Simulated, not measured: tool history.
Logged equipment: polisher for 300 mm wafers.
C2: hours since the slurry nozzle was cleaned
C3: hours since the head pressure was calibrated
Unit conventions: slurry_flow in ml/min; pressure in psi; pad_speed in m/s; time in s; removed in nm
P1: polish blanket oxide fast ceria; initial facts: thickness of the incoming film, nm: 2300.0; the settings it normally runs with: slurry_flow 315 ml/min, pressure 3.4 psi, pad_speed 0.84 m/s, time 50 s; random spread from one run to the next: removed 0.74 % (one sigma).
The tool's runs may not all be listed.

run 1 hour=9.1 | slurry_flow=315 pressure=3.4 pad_speed=0.84 time=50 | wafers_polished_on_this_pad=786 C2=224.1 C3=1041.2 | removed=818.62
run 2 hour=14 | slurry_flow=315 pressure=3.4 pad_speed=0.5 time=50 | wafers_polished_on_this_pad=836 C2=229 C3=1046.1 | removed=486.52
run 3 hour=23 | slurry_flow=315 pressure=3.4 pad_speed=0.84 time=79 | wafers_polished_on_this_pad=929 C2=238 C3=1055.1 | removed=1300.9
run 4 hour=29.6 | slurry_flow=315 pressure=1.6 pad_speed=0.84 time=50 | wafers_polished_on_this_pad=997 C2=244.6 C3=1061.7 | removed=387.39
run 5 hour=36.2 | slurry_flow=315 pressure=3.4 pad_speed=0.84 time=50 | wafers_polished_on_this_pad=1065 C2=251.2 C3=1068.3 | removed=825.21
run 6 hour=43.7 | slurry_flow=190 pressure=3.4 pad_speed=0.84 time=50 | wafers_polished_on_this_pad=1142 C2=258.7 C3=1075.8 | removed=775.77
run 7 hour=50.7 | slurry_flow=315 pressure=3.4 pad_speed=0.84 time=50 | wafers_polished_on_this_pad=1214 C2=265.7 C3=1082.8 | removed=820.27
run 8 hour=56 | slurry_flow=315 pressure=3.4 pad_speed=0.84 time=50 | wafers_polished_on_this_pad=1268 C2=271 C3=1088.1 | removed=823.66
run 9 hour=60.7 | slurry_flow=315 pressure=3.4 pad_speed=1.14 time=50 | wafers_polished_on_this_pad=1317 C2=275.7 C3=1092.8 | removed=1114
run 10 hour=68.7 | slurry_flow=315 pressure=3.4 pad_speed=0.46 time=78 | wafers_polished_on_this_pad=1399 C2=283.7 C3=1100.8 | removed=701.04
run 11 hour=73 | slurry_flow=315 pressure=3.4 pad_speed=0.84 time=50 | wafers_polished_on_this_pad=1443 C2=288 C3=1105.1 | removed=824.51
run 12 hour=82.2 | slurry_flow=400 pressure=3.4 pad_speed=0.84 time=50 | wafers_polished_on_this_pad=1538 C2=297.2 C3=1114.3 | removed=842.28
run 13 hour=89.2 | slurry_flow=315 pressure=3.4 pad_speed=0.84 time=23 | wafers_polished_on_this_pad=1610 C2=304.2 C3=1121.3 | removed=381.33
run 14 hour=94.8 | slurry_flow=315 pressure=2.4 pad_speed=0.44 time=50 | wafers_polished_on_this_pad=1667 C2=309.8 C3=1126.9 | removed=302.15
run 15 hour=100.5 | slurry_flow=190 pressure=3.4 pad_speed=0.48 time=50 | wafers_polished_on_this_pad=1726 C2=315.5 C3=1132.6 | removed=449.42
run 16 hour=106.8 | slurry_flow=315 pressure=4.3 pad_speed=0.84 time=50 | wafers_polished_on_this_pad=1791 C2=321.8 C3=1138.9 | removed=1037.8
run 17 hour=112.5 | slurry_flow=315 pressure=3.4 pad_speed=0.84 time=50 | wafers_polished_on_this_pad=1849 C2=327.5 C3=1144.6 | removed=823.23
run 18 hour=120.6 | slurry_flow=315 pressure=3.4 pad_speed=0.84 time=50 | wafers_polished_on_this_pad=1932 C2=335.6 C3=1152.7 | removed=808.56
run 19 hour=128.1 | slurry_flow=315 pressure=3.4 pad_speed=0.84 time=50 | wafers_polished_on_this_pad=2010 C2=343.1 C3=1160.2 | removed=793.25
run 20 hour=134.5 | slurry_flow=315 pressure=3.4 pad_speed=0.84 time=50 | wafers_polished_on_this_pad=2075 C2=349.5 C3=1166.6 | removed=786.73
-- hour=138.9 head pressure recalibrated
run 21 hour=140.3 | slurry_flow=315 pressure=3.4 pad_speed=0.84 time=50 | wafers_polished_on_this_pad=2135 C2=355.3 C3=1.4 | removed=793.07
run 22 hour=145.3 | slurry_flow=315 pressure=3.4 pad_speed=0.84 time=50 | wafers_polished_on_this_pad=2186 C2=360.3 C3=6.4 | removed=782.82
run 23 hour=152.1 | slurry_flow=315 pressure=3.4 pad_speed=0.84 time=50 | wafers_polished_on_this_pad=2256 C2=367.1 C3=13.2 | removed=786.81

What P1 gives has crept off from where it sat before. The 2 causes that follow fit the log equally well, each at the size noted:
A: removal rate lost through wear of the pad, % = 4.57
B: slurry flow missing at the pad, % = 35.5
Onset of the creep was near hour 112.5.
Each remaining cause and why it is not a fit:
head's pressure below its setpoint, %: serviced after onset, at hour 138.9, with no recovery of the prior output

You are offered 4 check runs, listed below with question marks in place of their results; each one averages 5 wafers. Which run separates the listed causes by giving clearly different results for each?
run check 1 hour=158.9 | slurry_flow=315 pressure=2.7 pad_speed=0.62 time=50 | removed=?
run check 2 hour=158.9 | slurry_flow=315 pressure=3.4 pad_speed=0.5 time=50 | removed=?
run check 3 hour=158.9 | slurry_flow=200 pressure=3.4 pad_speed=0.84 time=76 | removed=?
run check 4 hour=158.9 | slurry_flow=315 pressure=1.8 pad_speed=0.66 time=50 | removed=?

Check results expected under each cause:
check=check_1 result=removed if_A=459.15 if_B=459.2
check=check_2 result=removed if_A=466.28 if_B=466.33
check=check_3 result=removed if_A=1134.1 if_B=1106.3
check=check_4 result=removed if_A=325.85 if_B=325.89
Smallest distance between any two causes, each pair judged by its most separating result, in per cent: check 1 0.01 %; check 2 0.01 %; check 3 2.48 %; check 4 0.01 %
Check 3 tells the causes apart: in the others they would give nearly the same result.

Check 3 was carried out, with these results: removed 1104.8 nm. Which of the listed causes is responsible?

The cause is B: slurry flow missing at the pad, %.
